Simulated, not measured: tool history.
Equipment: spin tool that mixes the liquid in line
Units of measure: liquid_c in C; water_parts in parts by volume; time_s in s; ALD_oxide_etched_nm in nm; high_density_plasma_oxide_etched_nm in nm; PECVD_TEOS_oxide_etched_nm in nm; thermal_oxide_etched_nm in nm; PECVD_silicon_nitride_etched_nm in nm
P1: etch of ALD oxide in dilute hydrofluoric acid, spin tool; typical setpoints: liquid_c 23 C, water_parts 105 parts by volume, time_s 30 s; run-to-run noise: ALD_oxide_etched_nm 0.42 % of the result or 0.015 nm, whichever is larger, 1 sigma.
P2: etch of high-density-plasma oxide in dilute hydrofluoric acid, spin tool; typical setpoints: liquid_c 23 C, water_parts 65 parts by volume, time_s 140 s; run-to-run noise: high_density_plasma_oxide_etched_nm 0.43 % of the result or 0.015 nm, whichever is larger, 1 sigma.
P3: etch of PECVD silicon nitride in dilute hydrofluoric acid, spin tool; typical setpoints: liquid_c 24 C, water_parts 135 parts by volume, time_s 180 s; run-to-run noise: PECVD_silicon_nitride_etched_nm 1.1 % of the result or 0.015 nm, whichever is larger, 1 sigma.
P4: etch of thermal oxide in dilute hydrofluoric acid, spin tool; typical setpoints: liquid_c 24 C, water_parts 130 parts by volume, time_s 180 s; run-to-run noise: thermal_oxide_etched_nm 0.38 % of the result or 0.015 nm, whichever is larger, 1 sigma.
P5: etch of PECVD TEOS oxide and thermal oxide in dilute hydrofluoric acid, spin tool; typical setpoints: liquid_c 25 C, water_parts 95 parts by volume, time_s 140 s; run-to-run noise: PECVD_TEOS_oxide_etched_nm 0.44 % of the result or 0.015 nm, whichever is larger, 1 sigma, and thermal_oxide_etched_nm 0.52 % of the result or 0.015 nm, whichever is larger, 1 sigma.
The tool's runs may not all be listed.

run,day,process,liquid_c,water_parts,time_s,hours since the thermometer was replaced,hours since the hydrofluoric acid flow meter was replaced,ALD_oxide_etched_nm,high_density_plasma_oxide_etched_nm,PECVD_TEOS_oxide_etched_nm,thermal_oxide_etched_nm,PECVD_silicon_nitride_etched_nm
1,0.304,P1,23,105,30,1551.3,512.4,7.4596,,,,
2,0.775,P2,23,65,140,1562.6,523.7,,10.834,,,
3,1.046,P5,30.5,95,140,1569.1,530.2,,,16.858,8.6927,
4,1.362,P1,23,180,30,1576.7,537.8,3.9923,,,,
5,1.692,P1,23,105,55,1584.6,545.7,13.77,,,,
6,2.062,P2,23,65,140,1593.5,554.6,,10.745,,,
7,2.346,P1,23,105,15,1600.3,561.4,3.7778,,,,
8,2.633,P1,23,105,30,1607.2,568.3,7.4711,,,,
9,3.121,P1,17,40,30,1618.9,580,16.496,,,,
10,3.667,P1,18,105,30,1632,593.1,6.1174,,,,
11,3.992,P2,23,95,140,1639.8,600.9,,7.1666,,,
12,4.517,P1,31,150,30,1652.4,613.5,6.7235,,,,
13,4.767,P3,32.5,135,180,1658.4,619.5,,,,,3.7408
14,5.171,P4,24,130,180,1668.1,629.2,,,,6.5861,
# day 5.462: hydrofluoric acid flow meter replaced
15,5.721,P4,24,130,285,1681.3,6.3,,,,10.469,
16,5.967,P1,23,105,30,1687.2,12.2,7.4381,,,,
17,6.412,P2,17,65,140,1697.9,22.9,,8.4639,,,
18,6.688,P4,24,130,180,1704.5,29.5,,,,6.5575,
19,6.983,P5,25,95,140,1711.6,36.6,,,13.529,7.1231,
20,7.308,P1,17,105,50,1719.4,44.4,9.7814,,,,
21,7.862,P2,23,65,265,1732.7,57.7,,20.38,,,
22,8.392,P3,24,135,180,1745.4,70.4,,,,,2.1834
23,8.65,P4,24,30,180,1751.6,76.6,,,,32.382,
24,9.012,P1,23,105,30,1760.3,85.3,7.5447,,,,
25,9.408,P4,17.5,130,180,1769.8,94.8,,,,5.1111,
26,9.767,P1,23,105,30,1778.4,103.4,7.5392,,,,
27,10.05,P5,25,95,230,1785.2,110.2,,,22.04,11.708,
28,10.408,P3,24,135,35,1793.8,118.8,,,,,0.41791
29,10.888,P3,24,235,180,1805.3,130.3,,,,,1.2844
30,11.438,P1,23,30,30,1818.5,143.5,28.881,,,,
31,11.942,P1,27.5,105,30,1830.6,155.6,8.9845,,,,
32,12.2,P5,25,40,140,1836.8,161.8,,,34.739,18.047,
33,12.688,P1,23,105,30,1848.5,173.5,7.5005,,,,
34,12.962,P1,23,105,30,1855.1,180.1,7.4345,,,,
35,13.512,P1,23,105,30,1868.3,193.3,7.2765,,,,
36,14.029,P1,23,105,30,1880.7,205.7,7.1855,,,,
37,14.55,P1,23,105,30,1893.2,218.2,7.0655,,,,
38,14.942,P1,23,105,30,1902.6,227.6,7.0658,,,,
39,15.462,P1,23,105,30,1915.1,240.1,7.0486,,,,
40,15.754,P1,23,105,30,1922.1,247.1,7.0053,,,,
41,16.008,P1,23,105,30,1928.2,253.2,7.0261,,,,
42,16.467,P1,23,105,30,1939.2,264.2,7.086,,,,

Compared with where it was, what P1 gives has crept away. Each cause listed below fits the log as well as the rest, at the size given for it:
A: hydrofluoric acid flow below the setpoint (%) = 5.42
B: liquid colder than its thermometer reads (K) = 1.57
The process output started creeping at around day 12.688.

Of the 4 check runs below, each run on 5 wafers with the results averaged and each result still a question mark, which one would tell the listed causes apart?
check 1,16.925,P4,24,130,180,,,,,,?,
check 2,16.925,P3,24,135,180,,,,,,,?
check 3,16.925,P5,25,95,140,,,,,?,?,
check 4,16.925,P2,23,65,140,,,,?,,,

What each check would give under each cause:
check,result,if A,if B
check 1,thermal_oxide_etched_nm,6.1781,6.1972
check 2,PECVD_silicon_nitride_etched_nm,2.0962,1.9991
check 3,PECVD_TEOS_oxide_etched_nm,12.75,12.753
check 3,thermal_oxide_etched_nm,6.6611,6.6627
check 4,high_density_plasma_oxide_etched_nm,10.171,10.126
Per check, the gap between the least separated pair of causes, taken in the result that splits them most: check 1 0.31 %; check 2 4.75 %; check 3 0.02 %; check 4 0.45 %
Check 2 tells the causes apart: in the others they would give nearly the same result.

After running check 2, the following was obtained: PECVD_silicon_nitride_etched_nm 2.0949 nm. Which cause does this point to?

The correct cause is A, namely: hydrofluoric acid flow below the setpoint (%).
